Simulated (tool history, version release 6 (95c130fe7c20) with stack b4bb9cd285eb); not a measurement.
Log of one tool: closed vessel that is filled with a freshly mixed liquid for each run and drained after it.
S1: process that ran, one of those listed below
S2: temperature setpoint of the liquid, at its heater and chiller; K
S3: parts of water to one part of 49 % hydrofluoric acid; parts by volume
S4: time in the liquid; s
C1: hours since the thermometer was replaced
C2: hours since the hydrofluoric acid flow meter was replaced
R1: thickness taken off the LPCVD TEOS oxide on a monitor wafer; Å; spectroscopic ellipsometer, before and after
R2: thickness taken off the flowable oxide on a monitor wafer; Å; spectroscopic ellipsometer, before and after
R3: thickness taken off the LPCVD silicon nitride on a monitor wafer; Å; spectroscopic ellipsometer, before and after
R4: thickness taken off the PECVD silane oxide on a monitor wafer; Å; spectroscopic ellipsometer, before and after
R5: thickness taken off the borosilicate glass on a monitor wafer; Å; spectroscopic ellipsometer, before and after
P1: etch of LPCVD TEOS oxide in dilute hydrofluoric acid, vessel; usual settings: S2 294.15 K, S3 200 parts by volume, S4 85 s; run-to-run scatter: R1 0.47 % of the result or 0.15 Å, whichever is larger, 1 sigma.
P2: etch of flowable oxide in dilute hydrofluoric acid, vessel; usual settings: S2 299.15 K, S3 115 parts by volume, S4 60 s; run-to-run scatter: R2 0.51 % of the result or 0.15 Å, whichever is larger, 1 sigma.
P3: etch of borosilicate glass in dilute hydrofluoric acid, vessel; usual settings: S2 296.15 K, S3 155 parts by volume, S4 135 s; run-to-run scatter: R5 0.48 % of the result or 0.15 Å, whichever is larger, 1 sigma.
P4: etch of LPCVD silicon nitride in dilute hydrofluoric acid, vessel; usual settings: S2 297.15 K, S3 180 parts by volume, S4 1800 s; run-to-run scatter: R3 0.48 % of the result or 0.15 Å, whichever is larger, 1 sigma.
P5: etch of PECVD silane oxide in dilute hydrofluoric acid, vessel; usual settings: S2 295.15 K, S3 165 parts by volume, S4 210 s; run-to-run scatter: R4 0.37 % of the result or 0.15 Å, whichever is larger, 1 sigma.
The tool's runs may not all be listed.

run 1 hour=9 | S1=P1 S2=294.15 S3=200 S4=85 | C1=870.5 C2=799.5 | R1=190.49
run 2 hour=15 | S1=P1 S2=294.15 S3=200 S4=125 | C1=876.5 C2=805.5 | R1=278.21
run 3 hour=21.7 | S1=P1 S2=294.15 S3=65 S4=85 | C1=883.2 C2=812.2 | R1=674.45
run 4 hour=32.8 | S1=P1 S2=299.15 S3=85 S4=85 | C1=894.3 C2=823.3 | R1=614.2
run 5 hour=41.2 | S1=P2 S2=299.15 S3=50 S4=60 | C1=902.7 C2=831.7 | R2=686.13
run 6 hour=46.3 | S1=P4 S2=290.15 S3=180 S4=1800 | C1=907.8 C2=836.8 | R3=37.096
run 7 hour=56 | S1=P1 S2=294.15 S3=200 S4=85 | C1=917.5 C2=846.5 | R1=188.06
run 8 hour=64.9 | S1=P5 S2=295.15 S3=235 S4=210 | C1=926.4 C2=855.4 | R4=222.1
run 9 hour=75.6 | S1=P1 S2=294.15 S3=200 S4=30 | C1=937.1 C2=866.1 | R1=66.71
run 10 hour=86.2 | S1=P3 S2=296.15 S3=240 S4=135 | C1=947.7 C2=876.7 | R5=126.49
run 11 hour=97.5 | S1=P3 S2=296.15 S3=155 S4=45 | C1=959 C2=888 | R5=71.79
run 12 hour=106.3 | S1=P1 S2=290.15 S3=200 S4=85 | C1=967.8 C2=896.8 | R1=162.45
run 13 hour=115.7 | S1=P4 S2=297.15 S3=285 S4=1800 | C1=977.2 C2=906.2 | R3=37.231
run 14 hour=125.3 | S1=P1 S2=301.65 S3=200 S4=85 | C1=986.8 C2=915.8 | R1=248.01
-- hour=134.6 thermometer replaced
run 15 hour=136.6 | S1=P2 S2=299.15 S3=115 S4=60 | C1=2.1 C2=927.1 | R2=272.79
run 16 hour=144.8 | S1=P3 S2=296.15 S3=155 S4=135 | C1=10.3 C2=935.3 | R5=213.13
run 17 hour=151.5 | S1=P1 S2=294.15 S3=335 S4=85 | C1=17 C2=942 | R1=100.24
run 18 hour=158.7 | S1=P4 S2=297.15 S3=180 S4=310 | C1=24.2 C2=949.2 | R3=9.7775
run 19 hour=167.6 | S1=P5 S2=295.15 S3=165 S4=340 | C1=33.1 C2=958.1 | R4=547.95
run 20 hour=175.2 | S1=P1 S2=294.15 S3=200 S4=85 | C1=40.7 C2=965.7 | R1=189.08
run 21 hour=180.8 | S1=P2 S2=299.15 S3=115 S4=60 | C1=46.3 C2=971.3 | R2=272.86
run 22 hour=191 | S1=P5 S2=295.15 S3=165 S4=210 | C1=56.5 C2=981.5 | R4=337.23
run 23 hour=197.3 | S1=P3 S2=290.15 S3=155 S4=135 | C1=62.8 C2=987.8 | R5=166.94
run 24 hour=206.3 | S1=P2 S2=299.15 S3=115 S4=35 | C1=71.8 C2=996.8 | R2=159.3
run 25 hour=213 | S1=P2 S2=291.65 S3=115 S4=60 | C1=78.5 C2=1003.5 | R2=201.75
run 26 hour=222.2 | S1=P5 S2=290.15 S3=165 S4=210 | C1=87.7 C2=1012.7 | R4=278.54
run 27 hour=227.3 | S1=P4 S2=297.15 S3=180 S4=1800 | C1=92.8 C2=1017.8 | R3=58.849
run 28 hour=236.3 | S1=P1 S2=294.15 S3=200 S4=85 | C1=101.8 C2=1026.8 | R1=187.09
run 29 hour=241.9 | S1=P1 S2=294.15 S3=200 S4=85 | C1=107.4 C2=1032.4 | R1=190.18
run 30 hour=250.4 | S1=P1 S2=294.15 S3=200 S4=85 | C1=115.9 C2=1040.9 | R1=185.99
run 31 hour=256.4 | S1=P1 S2=294.15 S3=200 S4=85 | C1=121.9 C2=1046.9 | R1=182.88
run 32 hour=261.5 | S1=P1 S2=294.15 S3=200 S4=85 | C1=127 C2=1052 | R1=180.47
run 33 hour=271.5 | S1=P1 S2=294.15 S3=200 S4=85 | C1=137 C2=1062 | R1=180.83
run 34 hour=282.3 | S1=P1 S2=294.15 S3=200 S4=85 | C1=147.8 C2=1072.8 | R1=177.18
run 35 hour=290.3 | S1=P1 S2=294.15 S3=200 S4=85 | C1=155.8 C2=1080.8 | R1=179.29
run 36 hour=296.6 | S1=P1 S2=294.15 S3=200 S4=85 | C1=162.1 C2=1087.1 | R1=176.66

The next listed run, before its measurement:
run 37 hour=306.8 | S1=P1 S2=294.15 S3=200 S4=85 | C1=172.3 C2=1097.3 | R1=?

{"run 37": {"R1": 178.29}}
